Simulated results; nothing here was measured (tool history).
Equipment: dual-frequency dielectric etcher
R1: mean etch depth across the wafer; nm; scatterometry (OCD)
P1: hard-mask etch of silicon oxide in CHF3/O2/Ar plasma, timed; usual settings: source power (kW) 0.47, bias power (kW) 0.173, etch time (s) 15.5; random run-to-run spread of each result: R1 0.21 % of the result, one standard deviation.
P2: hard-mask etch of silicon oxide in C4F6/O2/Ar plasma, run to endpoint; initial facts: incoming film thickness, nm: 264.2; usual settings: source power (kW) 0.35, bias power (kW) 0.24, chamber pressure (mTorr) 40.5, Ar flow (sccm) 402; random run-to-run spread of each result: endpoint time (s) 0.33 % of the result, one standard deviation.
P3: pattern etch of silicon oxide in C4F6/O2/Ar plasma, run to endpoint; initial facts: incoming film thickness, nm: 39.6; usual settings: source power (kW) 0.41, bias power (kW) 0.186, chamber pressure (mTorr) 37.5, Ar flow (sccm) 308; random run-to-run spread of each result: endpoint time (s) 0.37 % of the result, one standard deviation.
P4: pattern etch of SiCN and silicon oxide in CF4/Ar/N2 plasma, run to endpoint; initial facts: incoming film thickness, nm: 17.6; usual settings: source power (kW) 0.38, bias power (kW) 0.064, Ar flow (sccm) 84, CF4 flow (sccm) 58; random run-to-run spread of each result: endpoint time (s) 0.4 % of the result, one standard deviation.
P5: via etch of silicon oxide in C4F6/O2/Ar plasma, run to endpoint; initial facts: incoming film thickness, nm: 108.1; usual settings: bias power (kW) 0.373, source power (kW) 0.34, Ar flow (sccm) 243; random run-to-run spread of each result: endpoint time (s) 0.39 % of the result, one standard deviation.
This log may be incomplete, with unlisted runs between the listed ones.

{"run": 1, "hour": 3.3, "process that ran": "P1", "source power (kW)": 0.47, "bias power (kW)": 0.173, "etch time (s)": 15.5, "R1": 27.235}
{"run": 2, "hour": 7.2, "process that ran": "P3", "source power (kW)": 0.41, "bias power (kW)": 0.186, "chamber pressure (mTorr)": 37.5, "Ar flow (sccm)": 308, "endpoint time (s)": 13.27}
{"run": 3, "hour": 10.7, "process that ran": "P1", "source power (kW)": 0.61, "bias power (kW)": 0.173, "etch time (s)": 15.5, "R1": 30.024}
{"run": 4, "hour": 16.3, "process that ran": "P5", "source power (kW)": 0.34, "bias power (kW)": 0.373, "Ar flow (sccm)": 243, "endpoint time (s)": 27.476}
{"run": 5, "hour": 19.7, "process that ran": "P2", "source power (kW)": 0.35, "bias power (kW)": 0.24, "chamber pressure (mTorr)": 40.5, "Ar flow (sccm)": 256, "endpoint time (s)": 82.863}
{"run": 6, "hour": 27.1, "process that ran": "P1", "source power (kW)": 0.47, "bias power (kW)": 0.173, "etch time (s)": 15.5, "R1": 27.303}
{"run": 7, "hour": 32.4, "process that ran": "P2", "source power (kW)": 0.26, "bias power (kW)": 0.24, "chamber pressure (mTorr)": 40.5, "Ar flow (sccm)": 402, "endpoint time (s)": 96.526}
{"run": 8, "hour": 37.2, "process that ran": "P5", "source power (kW)": 0.34, "bias power (kW)": 0.373, "Ar flow (sccm)": 243, "endpoint time (s)": 27.561}
{"run": 9, "hour": 40.6, "process that ran": "P4", "source power (kW)": 0.38, "bias power (kW)": 0.064, "Ar flow (sccm)": 84, "CF4 flow (sccm)": 35, "endpoint time (s)": 27.513}
{"run": 10, "hour": 44.4, "process that ran": "P1", "source power (kW)": 0.63, "bias power (kW)": 0.173, "etch time (s)": 10.5, "R1": 20.707}
{"run": 11, "hour": 51.3, "process that ran": "P5", "source power (kW)": 0.27, "bias power (kW)": 0.373, "Ar flow (sccm)": 243, "endpoint time (s)": 29.848}
{"run": 12, "hour": 58.6, "process that ran": "P4", "source power (kW)": 0.38, "bias power (kW)": 0.087, "Ar flow (sccm)": 84, "CF4 flow (sccm)": 58, "endpoint time (s)": 22.909}
{"run": 13, "hour": 66.2, "process that ran": "P3", "source power (kW)": 0.41, "bias power (kW)": 0.186, "chamber pressure (mTorr)": 37.5, "Ar flow (sccm)": 308, "endpoint time (s)": 13.308}
{"run": 14, "hour": 71.7, "process that ran": "P3", "source power (kW)": 0.41, "bias power (kW)": 0.186, "chamber pressure (mTorr)": 37.5, "Ar flow (sccm)": 375, "endpoint time (s)": 13.539}
{"run": 15, "hour": 78.6, "process that ran": "P3", "source power (kW)": 0.41, "bias power (kW)": 0.186, "chamber pressure (mTorr)": 46, "Ar flow (sccm)": 308, "endpoint time (s)": 13.607}
{"run": 16, "hour": 83.4, "process that ran": "P1", "source power (kW)": 0.47, "bias power (kW)": 0.173, "etch time (s)": 15.5, "R1": 27.18}
{"run": 17, "hour": 87.6, "process that ran": "P3", "source power (kW)": 0.32, "bias power (kW)": 0.186, "chamber pressure (mTorr)": 37.5, "Ar flow (sccm)": 308, "endpoint time (s)": 14.562}
{"run": 18, "hour": 93.0, "process that ran": "P1", "source power (kW)": 0.47, "bias power (kW)": 0.173, "etch time (s)": 15.5, "R1": 27.198}
{"run": 19, "hour": 97.5, "process that ran": "P2", "source power (kW)": 0.35, "bias power (kW)": 0.24, "chamber pressure (mTorr)": 40.5, "Ar flow (sccm)": 402, "endpoint time (s)": 86.673}
{"run": 20, "hour": 103.3, "process that ran": "P4", "source power (kW)": 0.38, "bias power (kW)": 0.064, "Ar flow (sccm)": 84, "CF4 flow (sccm)": 58, "endpoint time (s)": 25.445}
{"run": 21, "hour": 108.2, "process that ran": "P5", "source power (kW)": 0.34, "bias power (kW)": 0.274, "Ar flow (sccm)": 243, "endpoint time (s)": 30.577}
{"run": 22, "hour": 113.5, "process that ran": "P1", "source power (kW)": 0.47, "bias power (kW)": 0.107, "etch time (s)": 15.5, "R1": 23.338}
{"run": 23, "hour": 116.9, "process that ran": "P2", "source power (kW)": 0.35, "bias power (kW)": 0.24, "chamber pressure (mTorr)": 26.5, "Ar flow (sccm)": 402, "endpoint time (s)": 82.682}
{"run": 24, "hour": 124.3, "process that ran": "P1", "source power (kW)": 0.47, "bias power (kW)": 0.173, "etch time (s)": 22.5, "R1": 39.591}

What will run 25 give?
{"run": 25, "hour": 131.2, "process that ran": "P1", "source power (kW)": 0.47, "bias power (kW)": 0.173, "etch time (s)": 9.5, "R1": "?"}

{"run 25": {"R1": 16.704}}
